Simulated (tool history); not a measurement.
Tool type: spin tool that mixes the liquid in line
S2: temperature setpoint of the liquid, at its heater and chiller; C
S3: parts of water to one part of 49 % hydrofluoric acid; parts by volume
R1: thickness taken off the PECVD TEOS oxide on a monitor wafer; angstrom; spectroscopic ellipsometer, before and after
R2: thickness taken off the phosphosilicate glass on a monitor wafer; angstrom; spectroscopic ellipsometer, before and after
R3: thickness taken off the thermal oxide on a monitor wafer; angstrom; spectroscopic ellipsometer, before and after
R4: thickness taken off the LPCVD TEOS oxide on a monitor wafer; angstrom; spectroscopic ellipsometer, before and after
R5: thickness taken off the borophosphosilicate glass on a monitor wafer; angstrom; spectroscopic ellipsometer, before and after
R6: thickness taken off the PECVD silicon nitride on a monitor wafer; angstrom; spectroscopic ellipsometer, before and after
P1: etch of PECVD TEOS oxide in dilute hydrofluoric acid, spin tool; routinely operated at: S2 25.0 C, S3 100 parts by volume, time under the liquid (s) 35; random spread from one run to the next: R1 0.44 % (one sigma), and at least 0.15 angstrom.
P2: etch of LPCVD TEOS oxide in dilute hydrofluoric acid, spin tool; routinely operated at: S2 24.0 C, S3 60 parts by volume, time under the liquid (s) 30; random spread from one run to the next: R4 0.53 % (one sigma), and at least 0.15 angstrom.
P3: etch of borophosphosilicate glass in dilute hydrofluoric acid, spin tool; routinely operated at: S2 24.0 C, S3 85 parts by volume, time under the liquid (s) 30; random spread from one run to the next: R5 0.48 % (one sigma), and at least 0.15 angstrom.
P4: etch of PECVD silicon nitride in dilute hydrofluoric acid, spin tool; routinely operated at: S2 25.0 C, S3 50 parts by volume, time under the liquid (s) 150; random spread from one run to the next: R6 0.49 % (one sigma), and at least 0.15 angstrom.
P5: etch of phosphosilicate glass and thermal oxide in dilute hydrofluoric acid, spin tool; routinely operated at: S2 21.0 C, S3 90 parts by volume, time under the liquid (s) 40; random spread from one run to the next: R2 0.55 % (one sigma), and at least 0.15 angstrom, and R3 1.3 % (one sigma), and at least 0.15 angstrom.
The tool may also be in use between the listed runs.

{"run": 1, "hour": 9.1, "process that ran": "P1", "S2": 25.0, "S3": 100, "time under the liquid (s)": 35, "R1": 87.238}
{"run": 2, "hour": 20.1, "process that ran": "P5", "S2": 21.0, "S3": 90, "time under the liquid (s)": 40, "R2": 241.02, "R3": 19.828}
{"run": 3, "hour": 30.6, "process that ran": "P2", "S2": 24.0, "S3": 25, "time under the liquid (s)": 30, "R4": 710.92}
{"run": 4, "hour": 46.4, "process that ran": "P1", "S2": 25.0, "S3": 100, "time under the liquid (s)": 50, "R1": 124.44}
{"run": 5, "hour": 63.1, "process that ran": "P1", "S2": 32.0, "S3": 100, "time under the liquid (s)": 20, "R1": 65.06}
{"run": 6, "hour": 71.6, "process that ran": "P1", "S2": 25.0, "S3": 100, "time under the liquid (s)": 35, "R1": 87.182}
{"run": 7, "hour": 89.5, "process that ran": "P3", "S2": 24.0, "S3": 25, "time under the liquid (s)": 30, "R5": 470.67}
{"run": 8, "hour": 105.1, "process that ran": "P4", "S2": 25.0, "S3": 50, "time under the liquid (s)": 150, "R6": 163.85}
{"run": 9, "hour": 121.8, "process that ran": "P1", "S2": 25.0, "S3": 100, "time under the liquid (s)": 35, "R1": 88.032}
{"run": 10, "hour": 136.5, "process that ran": "P4", "S2": 25.0, "S3": 50, "time under the liquid (s)": 220, "R6": 241.52}
{"run": 11, "hour": 148.5, "process that ran": "P2", "S2": 24.0, "S3": 60, "time under the liquid (s)": 30, "R4": 277.29}
{"run": 12, "hour": 157.0, "process that ran": "P3", "S2": 28.0, "S3": 85, "time under the liquid (s)": 30, "R5": 151.1}
{"run": 13, "hour": 171.1, "process that ran": "P1", "S2": 25.0, "S3": 100, "time under the liquid (s)": 35, "R1": 87.619}
{"run": 14, "hour": 184.2, "process that ran": "P3", "S2": 24.0, "S3": 85, "time under the liquid (s)": 45, "R5": 194.22}
{"run": 15, "hour": 195.3, "process that ran": "P1", "S2": 25.0, "S3": 100, "time under the liquid (s)": 15, "R1": 37.72}
{"run": 16, "hour": 211.6, "process that ran": "P3", "S2": 24.0, "S3": 85, "time under the liquid (s)": 30, "R5": 128.35}
{"run": 17, "hour": 224.2, "process that ran": "P4", "S2": 25.0, "S3": 90, "time under the liquid (s)": 150, "R6": 92.307}
{"run": 18, "hour": 238.5, "process that ran": "P1", "S2": 18.5, "S3": 100, "time under the liquid (s)": 35, "R1": 67.293}
{"run": 19, "hour": 254.6, "process that ran": "P1", "S2": 25.0, "S3": 100, "time under the liquid (s)": 35, "R1": 88.033}
{"run": 20, "hour": 263.4, "process that ran": "P5", "S2": 25.5, "S3": 90, "time under the liquid (s)": 40, "R2": 292.23, "R3": 24.628}
{"run": 21, "hour": 278.3, "process that ran": "P2", "S2": 24.0, "S3": 60, "time under the liquid (s)": 15, "R4": 140.26}
{"run": 22, "hour": 289.4, "process that ran": "P4", "S2": 17.5, "S3": 50, "time under the liquid (s)": 150, "R6": 97.917}
{"run": 23, "hour": 303.5, "process that ran": "P5", "S2": 21.0, "S3": 145, "time under the liquid (s)": 40, "R2": 141.69, "R3": 11.278}
{"run": 24, "hour": 313.3, "process that ran": "P1", "S2": 25.0, "S3": 100, "time under the liquid (s)": 35, "R1": 87.26}
{"run": 25, "hour": 328.4, "process that ran": "P5", "S2": 21.0, "S3": 90, "time under the liquid (s)": 60, "R2": 361.39, "R3": 30.369}
{"run": 26, "hour": 339.4, "process that ran": "P1", "S2": 25.0, "S3": 150, "time under the liquid (s)": 35, "R1": 54.981}
{"run": 27, "hour": 358.3, "process that ran": "P3", "S2": 24.0, "S3": 85, "time under the liquid (s)": 30, "R5": 129.41}
{"run": 28, "hour": 375.7, "process that ran": "P2", "S2": 30.0, "S3": 60, "time under the liquid (s)": 30, "R4": 355.44}
{"run": 29, "hour": 385.8, "process that ran": "P1", "S2": 32.5, "S3": 100, "time under the liquid (s)": 35, "R1": 116.37}
{"run": 30, "hour": 394.7, "process that ran": "P1", "S2": 25.0, "S3": 100, "time under the liquid (s)": 35, "R1": 87.349}
{"run": 31, "hour": 410.6, "process that ran": "P1", "S2": 25.0, "S3": 40, "time under the liquid (s)": 35, "R1": 234.61}
{"run": 32, "hour": 426.3, "process that ran": "P4", "S2": 25.0, "S3": 50, "time under the liquid (s)": 150, "R6": 164.39}
{"run": 33, "hour": 438.5, "process that ran": "P1", "S2": 25.0, "S3": 100, "time under the liquid (s)": 35, "R1": 86.702}
{"run": 34, "hour": 447.3, "process that ran": "P1", "S2": 25.0, "S3": 100, "time under the liquid (s)": 35, "R1": 89.468}
{"run": 35, "hour": 459.4, "process that ran": "P1", "S2": 25.0, "S3": 100, "time under the liquid (s)": 35, "R1": 90.838}
{"run": 36, "hour": 472.7, "process that ran": "P1", "S2": 25.0, "S3": 100, "time under the liquid (s)": 35, "R1": 92.886}
{"run": 37, "hour": 489.0, "process that ran": "P1", "S2": 25.0, "S3": 100, "time under the liquid (s)": 35, "R1": 93.969}
{"run": 38, "hour": 505.9, "process that ran": "P1", "S2": 25.0, "S3": 100, "time under the liquid (s)": 35, "R1": 93.954}
{"run": 39, "hour": 521.2, "process that ran": "P1", "S2": 25.0, "S3": 100, "time under the liquid (s)": 35, "R1": 93.354}
{"run": 40, "hour": 532.5, "process that ran": "P1", "S2": 25.0, "S3": 100, "time under the liquid (s)": 35, "R1": 95.193}
{"run": 41, "hour": 543.8, "process that ran": "P1", "S2": 25.0, "S3": 100, "time under the liquid (s)": 35, "R1": 94.741}
{"run": 42, "hour": 555.1, "process that ran": "P1", "S2": 25.0, "S3": 100, "time under the liquid (s)": 35, "R1": 94.309}

Compared with where it was, what P1 gives has crept away. Each cause listed below fits the log as well as the rest, at the size given for it:
A: liquid hotter than its thermometer reads (K) = 1.99
B: hydrofluoric acid flow above the setpoint (%) = 7.14
The gradual shift began around hour 438.5.

The check runs listed below each take one wafer, and their results are still question marks. Under which run would the listed causes lead to clearly different results?
{"run": "check 1", "hour": 566.4, "process that ran": "P3", "S2": 24.0, "S3": 85, "time under the liquid (s)": 30, "R5": "?"}
{"run": "check 2", "hour": 566.4, "process that ran": "P5", "S2": 21.0, "S3": 90, "time under the liquid (s)": 40, "R2": "?", "R3": "?"}
{"run": "check 3", "hour": 566.4, "process that ran": "P4", "S2": 25.0, "S3": 50, "time under the liquid (s)": 150, "R6": "?"}
{"run": "check 4", "hour": 566.4, "process that ran": "P2", "S2": 24.0, "S3": 60, "time under the liquid (s)": 30, "R4": "?"}

Expected result of each check under each candidate cause:
check=check_1 result=R5 if_A=139.43 if_B=139.02
check=check_2 result=R2 if_A=261.89 if_B=260.62
check=check_2 result=R3 if_A=21.862 if_B=21.756
check=check_3 result=R6 if_A=188.320 if_B=176.520
check=check_4 result=R4 if_A=303.16 if_B=301.24
Minimum pairwise separation of causes per check, each pair taken at its best-separating result: check 1 0.3 %; check 2 0.48 %; check 3 6.47 %; check 4 0.64 %
Only check 3 tells the causes apart: in the others they would give nearly the same result.

Check 3 was then run and gave: R6 175.820 angstrom. Which cause is it?

Of the candidate causes, it is B: hydrofluoric acid flow above the setpoint (%).

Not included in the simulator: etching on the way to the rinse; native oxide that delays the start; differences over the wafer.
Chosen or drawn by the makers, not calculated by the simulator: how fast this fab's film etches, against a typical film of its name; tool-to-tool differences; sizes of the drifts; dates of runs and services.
